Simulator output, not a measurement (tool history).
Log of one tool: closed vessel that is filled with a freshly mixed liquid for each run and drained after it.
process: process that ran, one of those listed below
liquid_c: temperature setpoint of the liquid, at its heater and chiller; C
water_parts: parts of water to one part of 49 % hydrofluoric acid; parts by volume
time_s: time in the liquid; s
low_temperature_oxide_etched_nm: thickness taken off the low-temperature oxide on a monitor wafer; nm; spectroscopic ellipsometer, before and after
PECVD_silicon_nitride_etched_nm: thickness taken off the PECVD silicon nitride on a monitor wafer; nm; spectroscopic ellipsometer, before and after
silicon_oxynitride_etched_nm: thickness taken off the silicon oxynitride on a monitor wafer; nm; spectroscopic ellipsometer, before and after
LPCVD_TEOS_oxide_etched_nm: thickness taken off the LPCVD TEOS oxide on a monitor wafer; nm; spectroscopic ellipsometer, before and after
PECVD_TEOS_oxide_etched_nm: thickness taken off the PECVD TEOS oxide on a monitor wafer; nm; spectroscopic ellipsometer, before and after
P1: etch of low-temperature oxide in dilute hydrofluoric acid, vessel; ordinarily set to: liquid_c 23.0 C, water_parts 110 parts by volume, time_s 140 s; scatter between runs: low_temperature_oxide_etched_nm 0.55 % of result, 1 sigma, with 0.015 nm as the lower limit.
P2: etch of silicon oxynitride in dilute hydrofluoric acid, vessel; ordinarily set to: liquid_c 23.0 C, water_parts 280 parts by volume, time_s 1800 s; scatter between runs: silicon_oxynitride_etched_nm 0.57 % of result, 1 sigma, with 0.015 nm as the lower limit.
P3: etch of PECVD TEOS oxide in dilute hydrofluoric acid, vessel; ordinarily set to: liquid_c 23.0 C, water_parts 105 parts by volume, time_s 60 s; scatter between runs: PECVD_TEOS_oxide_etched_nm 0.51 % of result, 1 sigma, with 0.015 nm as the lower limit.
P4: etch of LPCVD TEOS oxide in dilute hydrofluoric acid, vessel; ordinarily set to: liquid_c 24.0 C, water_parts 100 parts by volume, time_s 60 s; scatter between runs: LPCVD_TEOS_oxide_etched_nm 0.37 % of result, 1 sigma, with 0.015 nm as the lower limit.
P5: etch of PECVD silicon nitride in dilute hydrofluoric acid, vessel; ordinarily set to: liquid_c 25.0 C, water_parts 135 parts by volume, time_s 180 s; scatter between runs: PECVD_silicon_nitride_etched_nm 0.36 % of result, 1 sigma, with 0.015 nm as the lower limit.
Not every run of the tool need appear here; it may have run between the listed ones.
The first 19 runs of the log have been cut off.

run	hour	process	liquid_c	water_parts	time_s	low_temperature_oxide_etched_nm	PECVD_silicon_nitride_etched_nm	silicon_oxynitride_etched_nm	LPCVD_TEOS_oxide_etched_nm	PECVD_TEOS_oxide_etched_nm
20	103.9	P2	23.0	280	1800			7.7635		
21	110.5	P2	23.0	385	1800			5.3281		
22	115.7	P5	25.0	135	180		8.1524			
23	120.9	P1	23.0	25	140	164.110				
24	124.7	P3	23.0	105	30					4.5598
25	130.4	P1	17.0	110	245	46.204				
26	133.6	P5	25.0	135	345		15.4710			
27	139.9	P1	23.0	185	75	9.928				
28	143.3	P2	23.0	280	505			2.1862		
# hour 148.1: hydrofluoric acid flow meter replaced
29	148.7	P3	23.0	140	60					6.5589
30	152.1	P1	28.5	110	140	42.017				
31	155.1	P4	30.0	100	60				38.149	
32	158.6	P2	17.0	280	1800			5.9931		
33	163.1	P1	23.0	110	140	33.606				
34	168.1	P1	23.0	110	140	34.059				
35	173.5	P1	23.0	110	140	35.054				
36	179.3	P1	23.0	110	140	35.577				
37	184.4	P1	23.0	110	140	35.780				
38	188.2	P1	23.0	110	140	35.926				
39	193.9	P1	23.0	110	140	36.338				
40	198.2	P1	23.0	110	140	36.099				
41	201.4	P1	23.0	110	140	36.398				
42	206.6	P1	23.0	110	140	36.466				

Expected results for the next run?
43	212.1	P1	23.0	110	140	?				

Run 43 measured low_temperature_oxide_etched_nm 36.251 nm.
